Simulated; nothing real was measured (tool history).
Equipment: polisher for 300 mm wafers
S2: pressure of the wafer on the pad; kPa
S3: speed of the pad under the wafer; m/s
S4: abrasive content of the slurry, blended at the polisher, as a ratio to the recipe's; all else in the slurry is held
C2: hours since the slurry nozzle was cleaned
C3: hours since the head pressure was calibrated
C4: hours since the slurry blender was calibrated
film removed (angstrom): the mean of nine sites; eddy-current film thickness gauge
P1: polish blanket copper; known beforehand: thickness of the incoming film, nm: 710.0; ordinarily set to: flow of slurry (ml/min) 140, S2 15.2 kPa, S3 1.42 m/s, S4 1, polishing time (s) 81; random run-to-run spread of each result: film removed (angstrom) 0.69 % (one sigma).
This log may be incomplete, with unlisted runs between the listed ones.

{"run": 1, "hour": 5.8, "flow of slurry (ml/min)": 140, "S2": 15.2, "S3": 1.42, "S4": 1, "polishing time (s)": 81, "wafers polished on this pad": 565, "C2": 171.5, "C3": 456, "C4": 78.2, "film removed (angstrom)": 2300.3}
{"run": 2, "hour": 9.6, "flow of slurry (ml/min)": 140, "S2": 15.2, "S3": 1.42, "S4": 0.65, "polishing time (s)": 81, "wafers polished on this pad": 590, "C2": 175.3, "C3": 459.8, "C4": 82, "film removed (angstrom)": 2104.3}
{"run": 3, "hour": 16.5, "flow of slurry (ml/min)": 140, "S2": 15.2, "S3": 1.42, "S4": 1, "polishing time (s)": 81, "wafers polished on this pad": 636, "C2": 182.2, "C3": 466.7, "C4": 88.9, "film removed (angstrom)": 2302.8}
{"run": 4, "hour": 24.0, "flow of slurry (ml/min)": 140, "S2": 24.1, "S3": 1.42, "S4": 1, "polishing time (s)": 81, "wafers polished on this pad": 687, "C2": 189.7, "C3": 474.2, "C4": 96.4, "film removed (angstrom)": 3659.5}
{"run": 5, "hour": 29.5, "flow of slurry (ml/min)": 140, "S2": 15.2, "S3": 0.68, "S4": 1, "polishing time (s)": 81, "wafers polished on this pad": 724, "C2": 195.2, "C3": 479.7, "C4": 101.9, "film removed (angstrom)": 1104.7}
{"run": 6, "hour": 33.4, "flow of slurry (ml/min)": 140, "S2": 15.2, "S3": 1.42, "S4": 1, "polishing time (s)": 40, "wafers polished on this pad": 750, "C2": 199.1, "C3": 483.6, "C4": 105.8, "film removed (angstrom)": 1146.3}
{"run": 7, "hour": 38.1, "flow of slurry (ml/min)": 140, "S2": 15.2, "S3": 1.8, "S4": 1.2, "polishing time (s)": 81, "wafers polished on this pad": 782, "C2": 203.8, "C3": 488.3, "C4": 110.5, "film removed (angstrom)": 3035.7}
{"run": 8, "hour": 43.2, "flow of slurry (ml/min)": 140, "S2": 15.2, "S3": 2.22, "S4": 1, "polishing time (s)": 81, "wafers polished on this pad": 816, "C2": 208.9, "C3": 493.4, "C4": 115.6, "film removed (angstrom)": 3619.6}
{"run": 9, "hour": 49.9, "flow of slurry (ml/min)": 140, "S2": 15.2, "S3": 1.42, "S4": 1, "polishing time (s)": 81, "wafers polished on this pad": 861, "C2": 215.6, "C3": 500.1, "C4": 122.3, "film removed (angstrom)": 2316.3}
{"run": 10, "hour": 53.7, "flow of slurry (ml/min)": 140, "S2": 15.2, "S3": 1.42, "S4": 1, "polishing time (s)": 81, "wafers polished on this pad": 886, "C2": 219.4, "C3": 503.9, "C4": 126.1, "film removed (angstrom)": 2264}
{"run": 11, "hour": 58.1, "flow of slurry (ml/min)": 140, "S2": 11, "S3": 1.42, "S4": 1, "polishing time (s)": 81, "wafers polished on this pad": 916, "C2": 223.8, "C3": 508.3, "C4": 130.5, "film removed (angstrom)": 1666.8}
{"run": 12, "hour": 65.1, "flow of slurry (ml/min)": 140, "S2": 15.2, "S3": 1.42, "S4": 1, "polishing time (s)": 81, "wafers polished on this pad": 963, "C2": 230.8, "C3": 515.3, "C4": 137.5, "film removed (angstrom)": 2277.4}
{"run": 13, "hour": 70.6, "flow of slurry (ml/min)": 85, "S2": 15.2, "S3": 1.42, "S4": 1, "polishing time (s)": 81, "wafers polished on this pad": 1000, "C2": 236.3, "C3": 520.8, "C4": 143, "film removed (angstrom)": 2059.1}
{"hour": 71.1, "done": "head pressure recalibrated"}
{"run": 14, "hour": 78.1, "flow of slurry (ml/min)": 180, "S2": 15.2, "S3": 1.42, "S4": 1, "polishing time (s)": 81, "wafers polished on this pad": 1050, "C2": 243.8, "C3": 7, "C4": 150.5, "film removed (angstrom)": 2399.1}
{"run": 15, "hour": 82.2, "flow of slurry (ml/min)": 140, "S2": 15.2, "S3": 1.42, "S4": 1, "polishing time (s)": 81, "wafers polished on this pad": 1078, "C2": 247.9, "C3": 11.1, "C4": 154.6, "film removed (angstrom)": 2277.6}
{"run": 16, "hour": 88.5, "flow of slurry (ml/min)": 140, "S2": 15.2, "S3": 1.42, "S4": 1.35, "polishing time (s)": 81, "wafers polished on this pad": 1120, "C2": 254.2, "C3": 17.4, "C4": 160.9, "film removed (angstrom)": 2441.6}
{"run": 17, "hour": 93.0, "flow of slurry (ml/min)": 140, "S2": 15.2, "S3": 1.42, "S4": 1, "polishing time (s)": 124, "wafers polished on this pad": 1150, "C2": 258.7, "C3": 21.9, "C4": 165.4, "film removed (angstrom)": 3494.6}
{"run": 18, "hour": 97.3, "flow of slurry (ml/min)": 185, "S2": 15.2, "S3": 1.42, "S4": 1.2, "polishing time (s)": 81, "wafers polished on this pad": 1179, "C2": 263, "C3": 26.2, "C4": 169.7, "film removed (angstrom)": 2510.8}
{"run": 19, "hour": 100.9, "flow of slurry (ml/min)": 140, "S2": 15.2, "S3": 1.42, "S4": 1, "polishing time (s)": 81, "wafers polished on this pad": 1203, "C2": 266.6, "C3": 29.8, "C4": 173.3, "film removed (angstrom)": 2287.3}
{"run": 20, "hour": 107.9, "flow of slurry (ml/min)": 140, "S2": 15.2, "S3": 1.42, "S4": 1, "polishing time (s)": 81, "wafers polished on this pad": 1250, "C2": 273.6, "C3": 36.8, "C4": 180.3, "film removed (angstrom)": 2237.4}
{"run": 21, "hour": 111.6, "flow of slurry (ml/min)": 140, "S2": 15.2, "S3": 1.42, "S4": 1, "polishing time (s)": 81, "wafers polished on this pad": 1275, "C2": 277.3, "C3": 40.5, "C4": 184, "film removed (angstrom)": 2250.8}
{"run": 22, "hour": 116.4, "flow of slurry (ml/min)": 140, "S2": 15.2, "S3": 1.42, "S4": 1, "polishing time (s)": 81, "wafers polished on this pad": 1308, "C2": 282.1, "C3": 45.3, "C4": 188.8, "film removed (angstrom)": 2190.8}
{"run": 23, "hour": 120.3, "flow of slurry (ml/min)": 140, "S2": 15.2, "S3": 1.42, "S4": 1, "polishing time (s)": 81, "wafers polished on this pad": 1334, "C2": 286, "C3": 49.2, "C4": 192.7, "film removed (angstrom)": 2197}
{"hour": 124.9, "done": "slurry blender recalibrated"}
{"run": 24, "hour": 128.1, "flow of slurry (ml/min)": 140, "S2": 15.2, "S3": 1.42, "S4": 1, "polishing time (s)": 81, "wafers polished on this pad": 1386, "C2": 293.8, "C3": 57, "C4": 3.3, "film removed (angstrom)": 2155.2}
{"run": 25, "hour": 134.9, "flow of slurry (ml/min)": 140, "S2": 15.2, "S3": 1.42, "S4": 1, "polishing time (s)": 81, "wafers polished on this pad": 1432, "C2": 300.6, "C3": 63.8, "C4": 10.1, "film removed (angstrom)": 2141.9}
{"hour": 135.0, "done": "worn pad replaced by a new one"}
{"run": 26, "hour": 139.6, "flow of slurry (ml/min)": 140, "S2": 15.2, "S3": 1.42, "S4": 1, "polishing time (s)": 81, "wafers polished on this pad": 31, "C2": 305.3, "C3": 68.5, "C4": 14.8, "film removed (angstrom)": 2109.5}
{"run": 27, "hour": 145.4, "flow of slurry (ml/min)": 140, "S2": 15.2, "S3": 1.42, "S4": 1, "polishing time (s)": 81, "wafers polished on this pad": 70, "C2": 311.1, "C3": 74.3, "C4": 20.6, "film removed (angstrom)": 2120.2}
{"run": 28, "hour": 151.2, "flow of slurry (ml/min)": 140, "S2": 15.2, "S3": 1.42, "S4": 1, "polishing time (s)": 81, "wafers polished on this pad": 108, "C2": 316.9, "C3": 80.1, "C4": 26.4, "film removed (angstrom)": 2124.8}
{"run": 29, "hour": 157.8, "flow of slurry (ml/min)": 140, "S2": 15.2, "S3": 1.42, "S4": 1, "polishing time (s)": 81, "wafers polished on this pad": 153, "C2": 323.5, "C3": 86.7, "C4": 33, "film removed (angstrom)": 2138.3}

P1 has crept away from where it was. The log is fitted equally well by each of these 2 causes, at the sizes shown:
A: slurry flow missing at the pad, % = 31.6
B: head's pressure below its setpoint, % = 8
Onset of the creep was near hour 100.9.
All other causes, with the reason each is excluded:
removal rate lost through wear of the pad, %: its service at hour 135 followed the start of the drift and did not put the process back to its old value
abrasive missing from the slurry, %: its service at hour 124.9 followed the start of the drift and did not put the process back to its old value

4 check runs are offered, each on 2 wafers whose results are averaged, their results left as question marks. Which one tells the causes apart?
{"run": "check 1", "hour": 164.4, "flow of slurry (ml/min)": 140, "S2": 24.1, "S3": 1.42, "S4": 1, "polishing time (s)": 81, "film removed (angstrom)": "?"}
{"run": "check 2", "hour": 164.4, "flow of slurry (ml/min)": 85, "S2": 15.2, "S3": 2.18, "S4": 1, "polishing time (s)": 81, "film removed (angstrom)": "?"}
{"run": "check 3", "hour": 164.4, "flow of slurry (ml/min)": 140, "S2": 15.2, "S3": 1.9, "S4": 1, "polishing time (s)": 47, "film removed (angstrom)": "?"}
{"run": "check 4", "hour": 164.4, "flow of slurry (ml/min)": 140, "S2": 15.2, "S3": 0.7, "S4": 0.85, "polishing time (s)": 81, "film removed (angstrom)": "?"}

If the cause were each of the candidates in turn, the checks would give the following:
check=check_1 result=film_removed_(angstrom) if_A=3381.4 if_B=3381.8
check=check_2 result=film_removed_(angstrom) if_A=2777.1 if_B=2905.8
check=check_3 result=film_removed_(angstrom) if_A=1650.2 if_B=1650.4
check=check_4 result=film_removed_(angstrom) if_A=1012.2 if_B=1012.4
Gap, in per cent, between the two causes that each check separates least, read from the result that separates them most: check 1 0.01 %; check 2 4.53 %; check 3 0.01 %; check 4 0.01 %
Only check 2 tells the causes apart: in the others they would give nearly the same result.

Running check 2 produced the following: film removed (angstrom) 2779.3. Which one of the listed causes fits?

The cause is A: slurry flow missing at the pad, %.
